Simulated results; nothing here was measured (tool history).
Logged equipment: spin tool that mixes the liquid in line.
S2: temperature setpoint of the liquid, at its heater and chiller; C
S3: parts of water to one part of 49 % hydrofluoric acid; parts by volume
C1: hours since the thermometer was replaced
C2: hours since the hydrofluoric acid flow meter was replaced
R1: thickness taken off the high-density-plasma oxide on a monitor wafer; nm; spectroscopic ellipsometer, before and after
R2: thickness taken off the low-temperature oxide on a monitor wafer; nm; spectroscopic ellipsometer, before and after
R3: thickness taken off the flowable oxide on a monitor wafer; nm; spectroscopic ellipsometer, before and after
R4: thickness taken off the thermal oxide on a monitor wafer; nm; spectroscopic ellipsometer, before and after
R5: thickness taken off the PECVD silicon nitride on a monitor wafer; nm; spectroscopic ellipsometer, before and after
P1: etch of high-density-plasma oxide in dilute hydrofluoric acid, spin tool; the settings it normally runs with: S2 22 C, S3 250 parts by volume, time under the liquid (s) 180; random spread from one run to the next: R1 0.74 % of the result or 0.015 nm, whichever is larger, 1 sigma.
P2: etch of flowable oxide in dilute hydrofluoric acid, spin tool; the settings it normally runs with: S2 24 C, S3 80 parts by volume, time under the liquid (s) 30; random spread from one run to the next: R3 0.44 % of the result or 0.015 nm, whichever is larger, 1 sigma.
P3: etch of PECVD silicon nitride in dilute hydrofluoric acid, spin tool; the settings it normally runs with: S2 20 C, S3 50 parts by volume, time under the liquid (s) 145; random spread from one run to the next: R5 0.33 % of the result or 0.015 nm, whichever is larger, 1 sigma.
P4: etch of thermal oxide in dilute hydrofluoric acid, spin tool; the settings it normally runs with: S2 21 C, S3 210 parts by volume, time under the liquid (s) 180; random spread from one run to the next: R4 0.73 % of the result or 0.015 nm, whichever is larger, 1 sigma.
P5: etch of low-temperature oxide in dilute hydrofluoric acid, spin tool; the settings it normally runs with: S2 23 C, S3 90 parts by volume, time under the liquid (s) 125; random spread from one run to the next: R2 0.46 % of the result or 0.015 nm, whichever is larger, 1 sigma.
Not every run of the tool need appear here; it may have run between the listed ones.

{"run": 1, "hour": 6.3, "process that ran": "P1", "S2": 22, "S3": 250, "time under the liquid (s)": 180, "C1": 487.7, "C2": 271.9, "R1": 3.4593}
{"run": 2, "hour": 14.9, "process that ran": "P1", "S2": 18, "S3": 250, "time under the liquid (s)": 350, "C1": 496.3, "C2": 280.5, "R1": 5.7377}
{"run": 3, "hour": 23.4, "process that ran": "P1", "S2": 22, "S3": 355, "time under the liquid (s)": 180, "C1": 504.8, "C2": 289, "R1": 2.169}
{"run": 4, "hour": 31.5, "process that ran": "P5", "S2": 17, "S3": 90, "time under the liquid (s)": 125, "C1": 512.9, "C2": 297.1, "R2": 16.407}
{"run": 5, "hour": 45.5, "process that ran": "P1", "S2": 22, "S3": 250, "time under the liquid (s)": 305, "C1": 526.9, "C2": 311.1, "R1": 5.7995}
{"run": 6, "hour": 58.1, "process that ran": "P1", "S2": 22, "S3": 250, "time under the liquid (s)": 180, "C1": 539.5, "C2": 323.7, "R1": 3.4023}
{"run": 7, "hour": 64.6, "process that ran": "P1", "S2": 17.5, "S3": 250, "time under the liquid (s)": 180, "C1": 546, "C2": 330.2, "R1": 2.8856}
{"run": 8, "hour": 77.3, "process that ran": "P2", "S2": 24, "S3": 140, "time under the liquid (s)": 30, "C1": 558.7, "C2": 342.9, "R3": 6.1709}
{"run": 9, "hour": 91.1, "process that ran": "P4", "S2": 21, "S3": 210, "time under the liquid (s)": 180, "C1": 572.5, "C2": 356.7, "R4": 3.1943}
{"run": 10, "hour": 101.3, "process that ran": "P3", "S2": 20, "S3": 50, "time under the liquid (s)": 145, "C1": 582.7, "C2": 366.9, "R5": 9.2745}
{"run": 11, "hour": 111.8, "process that ran": "P2", "S2": 24, "S3": 80, "time under the liquid (s)": 30, "C1": 593.2, "C2": 377.4, "R3": 11.632}
{"run": 12, "hour": 125.5, "process that ran": "P4", "S2": 21, "S3": 210, "time under the liquid (s)": 15, "C1": 606.9, "C2": 391.1, "R4": 0.25367}
{"run": 13, "hour": 136.1, "process that ran": "P1", "S2": 22, "S3": 250, "time under the liquid (s)": 180, "C1": 617.5, "C2": 401.7, "R1": 3.4549}
{"run": 14, "hour": 142.6, "process that ran": "P1", "S2": 22, "S3": 60, "time under the liquid (s)": 180, "C1": 624, "C2": 408.2, "R1": 17.561}
{"run": 15, "hour": 150.6, "process that ran": "P5", "S2": 23, "S3": 90, "time under the liquid (s)": 125, "C1": 632, "C2": 416.2, "R2": 21.149}
{"run": 16, "hour": 158.4, "process that ran": "P4", "S2": 25.5, "S3": 210, "time under the liquid (s)": 180, "C1": 639.8, "C2": 424, "R4": 3.792}
{"run": 17, "hour": 165.9, "process that ran": "P2", "S2": 30.5, "S3": 80, "time under the liquid (s)": 30, "C1": 647.3, "C2": 431.5, "R3": 15.08}
{"run": 18, "hour": 180.0, "process that ran": "P2", "S2": 24, "S3": 80, "time under the liquid (s)": 30, "C1": 661.4, "C2": 445.6, "R3": 11.659}
{"run": 19, "hour": 187.6, "process that ran": "P4", "S2": 21, "S3": 385, "time under the liquid (s)": 180, "C1": 669, "C2": 453.2, "R4": 1.4573}
{"run": 20, "hour": 194.2, "process that ran": "P1", "S2": 29, "S3": 250, "time under the liquid (s)": 355, "C1": 675.6, "C2": 459.8, "R1": 8.6224}
{"run": 21, "hour": 201.6, "process that ran": "P3", "S2": 26.5, "S3": 50, "time under the liquid (s)": 145, "C1": 683, "C2": 467.2, "R5": 14.4}
{"run": 22, "hour": 215.1, "process that ran": "P1", "S2": 17, "S3": 420, "time under the liquid (s)": 180, "C1": 696.5, "C2": 480.7, "R1": 1.4591}
{"run": 23, "hour": 221.5, "process that ran": "P5", "S2": 23, "S3": 90, "time under the liquid (s)": 235, "C1": 702.9, "C2": 487.1, "R2": 39.579}
{"run": 24, "hour": 234.3, "process that ran": "P1", "S2": 22, "S3": 250, "time under the liquid (s)": 15, "C1": 715.7, "C2": 499.9, "R1": 0.29307}
{"run": 25, "hour": 242.0, "process that ran": "P3", "S2": 20, "S3": 50, "time under the liquid (s)": 275, "C1": 723.4, "C2": 507.6, "R5": 17.561}
{"run": 26, "hour": 252.0, "process that ran": "P1", "S2": 22, "S3": 250, "time under the liquid (s)": 180, "C1": 733.4, "C2": 517.6, "R1": 3.4627}
{"run": 27, "hour": 259.7, "process that ran": "P4", "S2": 21, "S3": 210, "time under the liquid (s)": 180, "C1": 741.1, "C2": 525.3, "R4": 3.1692}
{"run": 28, "hour": 270.5, "process that ran": "P2", "S2": 24, "S3": 80, "time under the liquid (s)": 15, "C1": 751.9, "C2": 536.1, "R3": 5.8709}
{"run": 29, "hour": 282.5, "process that ran": "P3", "S2": 20, "S3": 50, "time under the liquid (s)": 145, "C1": 763.9, "C2": 548.1, "R5": 9.3229}
{"run": 30, "hour": 295.8, "process that ran": "P1", "S2": 22, "S3": 250, "time under the liquid (s)": 180, "C1": 777.2, "C2": 561.4, "R1": 3.4441}
{"run": 31, "hour": 302.4, "process that ran": "P5", "S2": 23, "S3": 155, "time under the liquid (s)": 125, "C1": 783.8, "C2": 568, "R2": 11.401}
{"run": 32, "hour": 312.3, "process that ran": "P3", "S2": 20, "S3": 90, "time under the liquid (s)": 145, "C1": 793.7, "C2": 577.9, "R5": 5.2472}

For run 33, what comes out?
{"run": 33, "hour": 324.7, "process that ran": "P1", "S2": 28.5, "S3": 250, "time under the liquid (s)": 180, "C1": 806.1, "C2": 590.3, "R1": "?"}

{"run 33": {"R1": 4.3151}}
